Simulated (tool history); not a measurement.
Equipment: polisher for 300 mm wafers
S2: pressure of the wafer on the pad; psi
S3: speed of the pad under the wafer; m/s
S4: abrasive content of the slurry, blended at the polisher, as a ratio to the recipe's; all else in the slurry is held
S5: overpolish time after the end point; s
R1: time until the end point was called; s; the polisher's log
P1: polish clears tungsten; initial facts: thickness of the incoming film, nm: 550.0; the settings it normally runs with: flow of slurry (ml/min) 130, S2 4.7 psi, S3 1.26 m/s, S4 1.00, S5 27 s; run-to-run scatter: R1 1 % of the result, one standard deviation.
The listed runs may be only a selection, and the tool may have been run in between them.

Run 1, hour 5.6: flow of slurry (ml/min) 130, S2 4.7 psi, S3 1.26 m/s, S4 1.00, S5 27 s. Result: R1 89.523 s.
Run 2, hour 13.6: flow of slurry (ml/min) 130, S2 4.7 psi, S3 1.26 m/s, S4 0.75, S5 8 s. Result: R1 95.637 s.
At hour 16.5: head pressure recalibrated.
Run 3, hour 19.5: flow of slurry (ml/min) 90, S2 4.7 psi, S3 1.26 m/s, S4 1.00, S5 27 s. Result: R1 97.856 s.
Run 4, hour 24.7: flow of slurry (ml/min) 170, S2 4.7 psi, S3 1.26 m/s, S4 1.40, S5 27 s. Result: R1 77.828 s.
Run 5, hour 30.9: flow of slurry (ml/min) 130, S2 4.7 psi, S3 1.72 m/s, S4 1.35, S5 27 s. Result: R1 60.460 s.
Run 6, hour 35.6: flow of slurry (ml/min) 130, S2 2.1 psi, S3 1.26 m/s, S4 1.00, S5 27 s. Result: R1 198.740 s.
Run 7, hour 40.9: flow of slurry (ml/min) 130, S2 4.7 psi, S3 1.26 m/s, S4 1.00, S5 27 s. Result: R1 89.010 s.
Run 8, hour 46.7: flow of slurry (ml/min) 130, S2 4.7 psi, S3 0.56 m/s, S4 1.00, S5 27 s. Result: R1 198.070 s.
Run 9, hour 53.0: flow of slurry (ml/min) 130, S2 4.7 psi, S3 1.26 m/s, S4 1.00, S5 53 s. Result: R1 88.647 s.
Run 10, hour 57.9: flow of slurry (ml/min) 130, S2 4.7 psi, S3 1.78 m/s, S4 1.00, S5 27 s. Result: R1 62.639 s.
Run 11, hour 61.8: flow of slurry (ml/min) 130, S2 4.7 psi, S3 1.26 m/s, S4 1.00, S5 27 s. Result: R1 87.430 s.
Run 12, hour 66.5: flow of slurry (ml/min) 130, S2 7.3 psi, S3 1.26 m/s, S4 1.00, S5 27 s. Result: R1 57.199 s.
Run 13, hour 72.9: flow of slurry (ml/min) 130, S2 4.7 psi, S3 1.26 m/s, S4 1.00, S5 27 s. Result: R1 89.421 s.
Run 14, hour 77.4: flow of slurry (ml/min) 130, S2 4.7 psi, S3 1.26 m/s, S4 1.00, S5 27 s. Result: R1 88.451 s.
Run 15, hour 83.6: flow of slurry (ml/min) 185, S2 4.7 psi, S3 1.26 m/s, S4 1.00, S5 27 s. Result: R1 84.471 s.
Run 16, hour 90.9: flow of slurry (ml/min) 130, S2 4.7 psi, S3 1.26 m/s, S4 1.25, S5 27 s. Result: R1 83.621 s.
Run 17, hour 95.2: flow of slurry (ml/min) 130, S2 4.7 psi, S3 1.26 m/s, S4 1.00, S5 9 s. Result: R1 89.550 s.
Run 18, hour 101.0: flow of slurry (ml/min) 130, S2 4.7 psi, S3 1.26 m/s, S4 0.55, S5 27 s. Result: R1 101.200 s.
Run 19, hour 107.0: flow of slurry (ml/min) 130, S2 4.7 psi, S3 1.26 m/s, S4 1.00, S5 27 s. Result: R1 89.210 s.
Run 20, hour 111.8: flow of slurry (ml/min) 130, S2 4.7 psi, S3 1.26 m/s, S4 1.00, S5 27 s. Result: R1 89.488 s.
Run 21, hour 115.9: flow of slurry (ml/min) 130, S2 4.7 psi, S3 1.26 m/s, S4 1.00, S5 27 s. Result: R1 89.576 s.
Run 22, hour 121.0: flow of slurry (ml/min) 130, S2 4.7 psi, S3 1.26 m/s, S4 1.00, S5 27 s. Result: R1 90.075 s.
Run 23, hour 125.3: flow of slurry (ml/min) 130, S2 4.7 psi, S3 1.26 m/s, S4 1.00, S5 27 s. Result: R1 95.371 s.
Run 24, hour 131.5: flow of slurry (ml/min) 130, S2 4.7 psi, S3 1.26 m/s, S4 1.00, S5 27 s. Result: R1 96.732 s.

Expected results for the next run?
At hour 134.1: slurry blender recalibrated.
Run 25, hour 136.1: flow of slurry (ml/min) 130, S2 4.7 psi, S3 1.26 m/s, S4 1.00, S5 27 s. Result: R1 ?.

R1: 98.552 s
